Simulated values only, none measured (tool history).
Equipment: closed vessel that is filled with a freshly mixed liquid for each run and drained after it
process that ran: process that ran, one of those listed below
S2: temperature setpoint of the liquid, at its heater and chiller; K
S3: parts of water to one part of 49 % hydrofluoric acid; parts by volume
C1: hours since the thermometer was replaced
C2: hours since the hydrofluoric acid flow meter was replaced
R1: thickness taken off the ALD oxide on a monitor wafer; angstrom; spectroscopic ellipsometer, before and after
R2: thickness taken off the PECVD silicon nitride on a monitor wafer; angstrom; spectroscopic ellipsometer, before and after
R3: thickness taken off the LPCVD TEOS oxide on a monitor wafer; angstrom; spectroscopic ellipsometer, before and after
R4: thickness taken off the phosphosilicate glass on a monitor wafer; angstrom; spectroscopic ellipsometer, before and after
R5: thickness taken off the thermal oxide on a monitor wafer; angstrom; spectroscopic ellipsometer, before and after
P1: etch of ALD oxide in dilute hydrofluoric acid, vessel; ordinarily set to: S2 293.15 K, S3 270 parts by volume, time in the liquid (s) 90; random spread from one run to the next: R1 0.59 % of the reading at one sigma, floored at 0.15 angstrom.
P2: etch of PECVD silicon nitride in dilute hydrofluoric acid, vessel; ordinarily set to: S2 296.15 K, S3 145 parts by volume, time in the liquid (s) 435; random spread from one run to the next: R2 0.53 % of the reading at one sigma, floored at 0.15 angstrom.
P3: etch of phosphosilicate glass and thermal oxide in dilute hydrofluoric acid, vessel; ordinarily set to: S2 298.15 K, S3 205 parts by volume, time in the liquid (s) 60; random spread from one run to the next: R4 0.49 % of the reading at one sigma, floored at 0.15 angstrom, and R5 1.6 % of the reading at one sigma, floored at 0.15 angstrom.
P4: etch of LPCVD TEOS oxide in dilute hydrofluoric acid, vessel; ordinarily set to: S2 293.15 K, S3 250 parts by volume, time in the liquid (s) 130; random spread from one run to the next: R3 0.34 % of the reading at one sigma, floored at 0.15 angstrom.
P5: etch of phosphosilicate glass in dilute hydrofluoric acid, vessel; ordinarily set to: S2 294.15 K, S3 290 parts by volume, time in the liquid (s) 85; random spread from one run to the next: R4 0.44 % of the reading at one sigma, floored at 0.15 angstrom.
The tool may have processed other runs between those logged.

run 1 hour=12.3 | process_that_ran=P1 S2=293.15 S3=270 time_in_the_liquid_(s)=90 | C1=219.5 C2=680.1 | R1=52.378
run 2 hour=25.2 | process_that_ran=P1 S2=293.15 S3=480 time_in_the_liquid_(s)=90 | C1=232.4 C2=693.0 | R1=24.385
run 3 hour=34.1 | process_that_ran=P2 S2=296.15 S3=145 time_in_the_liquid_(s)=90 | C1=241.3 C2=701.9 | R2=13.732
run 4 hour=46.5 | process_that_ran=P1 S2=293.15 S3=150 time_in_the_liquid_(s)=170 | C1=253.7 C2=714.3 | R1=201.260
run 5 hour=59.2 | process_that_ran=P1 S2=290.15 S3=270 time_in_the_liquid_(s)=155 | C1=266.4 C2=727.0 | R1=80.482
run 6 hour=70.3 | process_that_ran=P2 S2=290.15 S3=145 time_in_the_liquid_(s)=435 | C1=277.5 C2=738.1 | R2=43.652
run 7 hour=81.2 | process_that_ran=P4 S2=293.15 S3=250 time_in_the_liquid_(s)=240 | C1=288.4 C2=749.0 | R3=332.23
run 8 hour=90.3 | process_that_ran=P1 S2=293.15 S3=270 time_in_the_liquid_(s)=150 | C1=297.5 C2=758.1 | R1=86.991
run 9 hour=103.6 | process_that_ran=P3 S2=298.15 S3=205 time_in_the_liquid_(s)=60 | C1=310.8 C2=771.4 | R4=325.570 R5=13.045
run 10 hour=111.6 | process_that_ran=P3 S2=293.15 S3=205 time_in_the_liquid_(s)=60 | C1=318.8 C2=779.4 | R4=270.870 R5=10.486
run 11 hour=123.4 | process_that_ran=P2 S2=296.15 S3=45 time_in_the_liquid_(s)=435 | C1=330.6 C2=791.2 | R2=205.760
run 12 hour=133.2 | process_that_ran=P5 S2=302.15 S3=290 time_in_the_liquid_(s)=85 | C1=340.4 C2=801.0 | R4=171.310
run 13 hour=144.1 | process_that_ran=P1 S2=293.15 S3=95 time_in_the_liquid_(s)=90 | C1=351.3 C2=811.9 | R1=177.710
run 14 hour=150.3 | process_that_ran=P5 S2=294.15 S3=290 time_in_the_liquid_(s)=85 | C1=357.5 C2=818.1 | R4=130.100
run 15 hour=163.4 | process_that_ran=P2 S2=296.15 S3=145 time_in_the_liquid_(s)=435 | C1=370.6 C2=831.2 | R2=65.438
run 16 hour=176.6 | process_that_ran=P3 S2=298.15 S3=45 time_in_the_liquid_(s)=60 | C1=383.8 C2=844.4 | R4=1819.900 R5=72.851
run 17 hour=185.7 | process_that_ran=P1 S2=290.15 S3=420 time_in_the_liquid_(s)=90 | C1=392.9 C2=853.5 | R1=26.581
run 18 hour=198.6 | process_that_ran=P4 S2=290.15 S3=250 time_in_the_liquid_(s)=130 | C1=405.8 C2=866.4 | R3=159.58
run 19 hour=211.5 | process_that_ran=P1 S2=293.15 S3=270 time_in_the_liquid_(s)=90 | C1=418.7 C2=879.3 | R1=51.656
run 20 hour=220.9 | process_that_ran=P1 S2=300.15 S3=270 time_in_the_liquid_(s)=90 | C1=428.1 C2=888.7 | R1=66.605
run 21 hour=232.8 | process_that_ran=P1 S2=293.15 S3=270 time_in_the_liquid_(s)=90 | C1=440.0 C2=900.6 | R1=52.575
run 22 hour=242.4 | process_that_ran=P3 S2=298.15 S3=205 time_in_the_liquid_(s)=30 | C1=449.6 C2=910.2 | R4=161.930 R5=6.707
run 23 hour=251.3 | process_that_ran=P1 S2=293.15 S3=270 time_in_the_liquid_(s)=45 | C1=458.5 C2=919.1 | R1=26.213
run 24 hour=264.8 | process_that_ran=P5 S2=294.15 S3=290 time_in_the_liquid_(s)=30 | C1=472.0 C2=932.6 | R4=46.046
run 25 hour=276.9 | process_that_ran=P5 S2=294.15 S3=130 time_in_the_liquid_(s)=85 | C1=484.1 C2=944.7 | R4=344.990
run 26 hour=288.6 | process_that_ran=P1 S2=290.15 S3=270 time_in_the_liquid_(s)=90 | C1=495.8 C2=956.4 | R1=46.609
run 27 hour=295.9 | process_that_ran=P1 S2=293.15 S3=270 time_in_the_liquid_(s)=90 | C1=503.1 C2=963.7 | R1=52.315
run 28 hour=304.1 | process_that_ran=P3 S2=298.15 S3=205 time_in_the_liquid_(s)=60 | C1=511.3 C2=971.9 | R4=325.300 R5=13.150
run 29 hour=310.5 | process_that_ran=P4 S2=293.15 S3=250 time_in_the_liquid_(s)=130 | C1=517.7 C2=978.3 | R3=178.76
run 30 hour=323.8 | process_that_ran=P5 S2=294.15 S3=290 time_in_the_liquid_(s)=85 | C1=531.0 C2=991.6 | R4=130.920
run 31 hour=336.9 | process_that_ran=P1 S2=293.15 S3=270 time_in_the_liquid_(s)=90 | C1=544.1 C2=1004.7 | R1=52.291
run 32 hour=348.2 | process_that_ran=P4 S2=293.15 S3=250 time_in_the_liquid_(s)=130 | C1=555.4 C2=1016.0 | R3=179.16
run 33 hour=360.5 | process_that_ran=P4 S2=293.15 S3=55 time_in_the_liquid_(s)=130 | C1=567.7 C2=1028.3 | R3=1002.80
run 34 hour=369.4 | process_that_ran=P1 S2=293.15 S3=270 time_in_the_liquid_(s)=90 | C1=576.6 C2=1037.2 | R1=51.991
run 35 hour=382.2 | process_that_ran=P1 S2=293.15 S3=270 time_in_the_liquid_(s)=90 | C1=589.4 C2=1050.0 | R1=50.069
run 36 hour=389.7 | process_that_ran=P1 S2=293.15 S3=270 time_in_the_liquid_(s)=90 | C1=596.9 C2=1057.5 | R1=50.115
run 37 hour=402.3 | process_that_ran=P1 S2=293.15 S3=270 time_in_the_liquid_(s)=90 | C1=609.5 C2=1070.1 | R1=49.197
run 38 hour=410.5 | process_that_ran=P1 S2=293.15 S3=270 time_in_the_liquid_(s)=90 | C1=617.7 C2=1078.3 | R1=48.852
run 39 hour=418.7 | process_that_ran=P1 S2=293.15 S3=270 time_in_the_liquid_(s)=90 | C1=625.9 C2=1086.5 | R1=49.106
run 40 hour=429.3 | process_that_ran=P1 S2=293.15 S3=270 time_in_the_liquid_(s)=90 | C1=636.5 C2=1097.1 | R1=49.098

The output of P1 has drifted from where it used to be. Each of the 2 causes below, taken at the size shown beside it, accounts for the log equally well:
A: hydrofluoric acid flow below the setpoint (%) = 4.87
B: liquid colder than its thermometer reads (K) = 1.67
The onset of the drift is placed at about hour 369.4.

Each of the 4 check runs below uses one wafer; its results are left as question marks. Which run tells the causes apart?
run check 1 hour=439.9 | process_that_ran=P3 S2=298.15 S3=205 time_in_the_liquid_(s)=60 | R4=? R5=?
run check 2 hour=439.9 | process_that_ran=P5 S2=294.15 S3=290 time_in_the_liquid_(s)=85 | R4=?
run check 3 hour=439.9 | process_that_ran=P4 S2=293.15 S3=250 time_in_the_liquid_(s)=130 | R3=?
run check 4 hour=439.9 | process_that_ran=P2 S2=296.15 S3=145 time_in_the_liquid_(s)=435 | R2=?

Expected result of each check under each candidate cause:
check=check_1 result=R4 if_A=306.820 if_B=306.790
check=check_1 result=R5 if_A=12.152 if_B=12.151
check=check_2 result=R4 if_A=122.400 if_B=122.690
check=check_3 result=R3 if_A=168.24 if_B=167.99
check=check_4 result=R2 if_A=61.763 if_B=58.136
Gap, in per cent, between the two causes that each check separates least, read from the result that separates them most: check 1 0.01 %; check 2 0.23 %; check 3 0.15 %; check 4 6.05 %
Check 4 is the one run that separates the causes; every other check would come out nearly the same whichever cause is at work.

Check 4 has now been run. It gave: R2 57.792 angstrom. Which of the candidate causes is it?

Of the candidate causes, it is B: liquid colder than its thermometer reads (K).
